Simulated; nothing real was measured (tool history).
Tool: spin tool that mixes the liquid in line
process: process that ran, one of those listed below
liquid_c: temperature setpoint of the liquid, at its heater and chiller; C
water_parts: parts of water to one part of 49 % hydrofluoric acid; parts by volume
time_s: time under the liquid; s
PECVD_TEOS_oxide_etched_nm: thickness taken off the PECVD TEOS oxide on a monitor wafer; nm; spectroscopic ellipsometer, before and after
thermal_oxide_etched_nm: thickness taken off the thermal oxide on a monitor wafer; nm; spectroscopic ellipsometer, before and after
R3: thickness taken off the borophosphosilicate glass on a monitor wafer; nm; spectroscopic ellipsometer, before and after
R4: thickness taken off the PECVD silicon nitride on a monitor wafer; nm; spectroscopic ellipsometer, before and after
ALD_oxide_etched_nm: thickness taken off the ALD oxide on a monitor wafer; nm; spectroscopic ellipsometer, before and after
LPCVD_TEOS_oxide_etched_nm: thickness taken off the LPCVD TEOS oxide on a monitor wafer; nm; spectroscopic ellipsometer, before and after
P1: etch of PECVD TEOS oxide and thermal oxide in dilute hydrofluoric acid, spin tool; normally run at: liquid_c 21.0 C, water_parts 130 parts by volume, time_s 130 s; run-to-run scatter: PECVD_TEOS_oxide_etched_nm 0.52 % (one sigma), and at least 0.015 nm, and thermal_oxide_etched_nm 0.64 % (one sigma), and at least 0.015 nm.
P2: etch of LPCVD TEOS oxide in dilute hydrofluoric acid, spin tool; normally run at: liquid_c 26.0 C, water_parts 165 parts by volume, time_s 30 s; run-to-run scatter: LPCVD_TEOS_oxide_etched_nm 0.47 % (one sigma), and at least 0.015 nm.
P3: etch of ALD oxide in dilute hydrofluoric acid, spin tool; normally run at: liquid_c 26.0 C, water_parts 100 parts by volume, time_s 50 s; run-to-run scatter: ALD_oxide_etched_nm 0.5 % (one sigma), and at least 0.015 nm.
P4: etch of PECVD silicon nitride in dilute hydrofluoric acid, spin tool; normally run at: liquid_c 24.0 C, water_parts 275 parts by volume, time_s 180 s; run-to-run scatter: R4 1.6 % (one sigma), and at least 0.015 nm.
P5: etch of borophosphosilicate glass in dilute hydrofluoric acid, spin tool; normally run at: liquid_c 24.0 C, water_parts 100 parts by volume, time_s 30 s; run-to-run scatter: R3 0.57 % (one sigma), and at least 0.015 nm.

run 1 hour=9.8 | process=P1 liquid_c=21.0 water_parts=130 time_s=130 | PECVD_TEOS_oxide_etched_nm=12.5060 thermal_oxide_etched_nm=4.2138
run 2 hour=19.6 | process=P5 liquid_c=24.0 water_parts=100 time_s=50 | R3=22.3570
run 3 hour=33.9 | process=P4 liquid_c=24.0 water_parts=50 time_s=180 | R4=6.63360
run 4 hour=40.7 | process=P1 liquid_c=25.5 water_parts=130 time_s=130 | PECVD_TEOS_oxide_etched_nm=14.9110 thermal_oxide_etched_nm=5.0096
run 5 hour=54.4 | process=P1 liquid_c=21.0 water_parts=190 time_s=130 | PECVD_TEOS_oxide_etched_nm=8.0149 thermal_oxide_etched_nm=2.7023
run 6 hour=68.0 | process=P1 liquid_c=21.0 water_parts=130 time_s=130 | PECVD_TEOS_oxide_etched_nm=12.4970 thermal_oxide_etched_nm=4.2178
run 7 hour=80.0 | process=P4 liquid_c=29.0 water_parts=275 time_s=180 | R4=1.73420
run 8 hour=89.2 | process=P5 liquid_c=17.0 water_parts=100 time_s=30 | R3=10.0900
run 9 hour=103.4 | process=P1 liquid_c=21.0 water_parts=130 time_s=210 | PECVD_TEOS_oxide_etched_nm=20.1050 thermal_oxide_etched_nm=6.6771
run 10 hour=112.9 | process=P3 liquid_c=26.0 water_parts=100 time_s=25 | ALD_oxide_etched_nm=2.6118
run 11 hour=119.9 | process=P1 liquid_c=21.0 water_parts=130 time_s=130 | PECVD_TEOS_oxide_etched_nm=12.3680 thermal_oxide_etched_nm=4.1880
run 12 hour=132.6 | process=P1 liquid_c=21.0 water_parts=130 time_s=130 | PECVD_TEOS_oxide_etched_nm=12.3590 thermal_oxide_etched_nm=4.2143
run 13 hour=139.1 | process=P3 liquid_c=26.0 water_parts=100 time_s=50 | ALD_oxide_etched_nm=5.2079
run 14 hour=146.0 | process=P2 liquid_c=32.0 water_parts=165 time_s=30 | LPCVD_TEOS_oxide_etched_nm=6.5347
run 15 hour=154.7 | process=P2 liquid_c=26.0 water_parts=65 time_s=30 | LPCVD_TEOS_oxide_etched_nm=15.0670
run 16 hour=163.1 | process=P4 liquid_c=24.0 water_parts=275 time_s=180 | R4=1.25810
run 17 hour=173.8 | process=P2 liquid_c=26.0 water_parts=165 time_s=15 | LPCVD_TEOS_oxide_etched_nm=2.6491
run 18 hour=181.0 | process=P3 liquid_c=18.5 water_parts=100 time_s=50 | ALD_oxide_etched_nm=3.9058
run 19 hour=191.8 | process=P1 liquid_c=21.0 water_parts=130 time_s=130 | PECVD_TEOS_oxide_etched_nm=12.5170 thermal_oxide_etched_nm=4.1394
run 20 hour=198.2 | process=P1 liquid_c=17.0 water_parts=130 time_s=130 | PECVD_TEOS_oxide_etched_nm=10.6250 thermal_oxide_etched_nm=3.5508
run 21 hour=212.5 | process=P4 liquid_c=24.0 water_parts=275 time_s=15 | R4=0.10514
-- hour=220.9 hydrofluoric acid flow meter replaced
run 22 hour=222.1 | process=P5 liquid_c=24.0 water_parts=100 time_s=30 | R3=13.3930
run 23 hour=230.1 | process=P5 liquid_c=24.0 water_parts=150 time_s=30 | R3=8.3471
run 24 hour=237.3 | process=P1 liquid_c=17.0 water_parts=30 time_s=130 | PECVD_TEOS_oxide_etched_nm=51.1970 thermal_oxide_etched_nm=17.1850
run 25 hour=248.5 | process=P1 liquid_c=21.0 water_parts=85 time_s=200 | PECVD_TEOS_oxide_etched_nm=31.2040 thermal_oxide_etched_nm=10.3930
run 26 hour=255.1 | process=P4 liquid_c=24.0 water_parts=275 time_s=180 | R4=1.27610
run 27 hour=261.6 | process=P3 liquid_c=26.0 water_parts=20 time_s=50 | ALD_oxide_etched_nm=28.9370
run 28 hour=275.9 | process=P2 liquid_c=26.0 water_parts=165 time_s=30 | LPCVD_TEOS_oxide_etched_nm=5.2862
run 29 hour=285.6 | process=P2 liquid_c=26.0 water_parts=165 time_s=30 | LPCVD_TEOS_oxide_etched_nm=5.3275
run 30 hour=293.1 | process=P1 liquid_c=21.0 water_parts=130 time_s=65 | PECVD_TEOS_oxide_etched_nm=6.2227 thermal_oxide_etched_nm=2.0791
run 31 hour=304.3 | process=P1 liquid_c=21.0 water_parts=75 time_s=130 | PECVD_TEOS_oxide_etched_nm=22.8480 thermal_oxide_etched_nm=7.6899
run 32 hour=314.3 | process=P1 liquid_c=21.0 water_parts=130 time_s=130 | PECVD_TEOS_oxide_etched_nm=12.4610 thermal_oxide_etched_nm=4.1654
run 33 hour=323.8 | process=P1 liquid_c=21.0 water_parts=130 time_s=130 | PECVD_TEOS_oxide_etched_nm=12.6260 thermal_oxide_etched_nm=4.3227
run 34 hour=334.9 | process=P1 liquid_c=21.0 water_parts=130 time_s=130 | PECVD_TEOS_oxide_etched_nm=12.9200 thermal_oxide_etched_nm=4.3526
run 35 hour=345.2 | process=P1 liquid_c=21.0 water_parts=130 time_s=130 | PECVD_TEOS_oxide_etched_nm=13.0950 thermal_oxide_etched_nm=4.3941
run 36 hour=356.8 | process=P1 liquid_c=21.0 water_parts=130 time_s=130 | PECVD_TEOS_oxide_etched_nm=13.1850 thermal_oxide_etched_nm=4.3975
run 37 hour=365.9 | process=P1 liquid_c=21.0 water_parts=130 time_s=130 | PECVD_TEOS_oxide_etched_nm=13.1130 thermal_oxide_etched_nm=4.4525
run 38 hour=378.0 | process=P1 liquid_c=21.0 water_parts=130 time_s=130 | PECVD_TEOS_oxide_etched_nm=13.2810 thermal_oxide_etched_nm=4.4730
run 39 hour=386.3 | process=P1 liquid_c=21.0 water_parts=130 time_s=130 | PECVD_TEOS_oxide_etched_nm=13.3130 thermal_oxide_etched_nm=4.4917
run 40 hour=395.1 | process=P1 liquid_c=21.0 water_parts=130 time_s=130 | PECVD_TEOS_oxide_etched_nm=13.3910 thermal_oxide_etched_nm=4.4853
run 41 hour=406.8 | process=P1 liquid_c=21.0 water_parts=130 time_s=130 | PECVD_TEOS_oxide_etched_nm=13.3120 thermal_oxide_etched_nm=4.3860

What P1 gives has crept away from where it was. These 2 causes fit the log equally well, each at the size given:
A: liquid hotter than its thermometer reads (K) = 1.65
B: hydrofluoric acid flow above the setpoint (%) = 5.89
The creep began at about hour 314.3.

4 check runs are offered, each on 5 wafers whose results are averaged, their results left as question marks. Which one tells the causes apart?
run check 1 hour=418.5 | process=P5 liquid_c=24.0 water_parts=130 time_s=30 | R3=?
run check 2 hour=418.5 | process=P4 liquid_c=24.0 water_parts=85 time_s=180 | R4=?
run check 3 hour=418.5 | process=P3 liquid_c=22.5 water_parts=70 time_s=50 | ALD_oxide_etched_nm=?
run check 4 hour=418.5 | process=P2 liquid_c=26.0 water_parts=70 time_s=30 | LPCVD_TEOS_oxide_etched_nm=?

What each check would give under each cause:
check=check_1 result=R3 if_A=10.5920 if_B=10.6160
check=check_2 result=R4 if_A=4.54990 if_B=4.31800
check=check_3 result=ALD_oxide_etched_nm if_A=7.2335 if_B=7.1960
check=check_4 result=LPCVD_TEOS_oxide_etched_nm if_A=14.9100 if_B=14.8680
How far apart the two closest causes lie, in the result that separates them most: check 1 0.23 %; check 2 5.23 %; check 3 0.52 %; check 4 0.28 %
Only check 2 tells the causes apart: in the others they would give nearly the same result.

Check 2 was then run and gave: R4 4.49560 nm. Which cause is it?

It is A: liquid hotter than its thermometer reads (K).
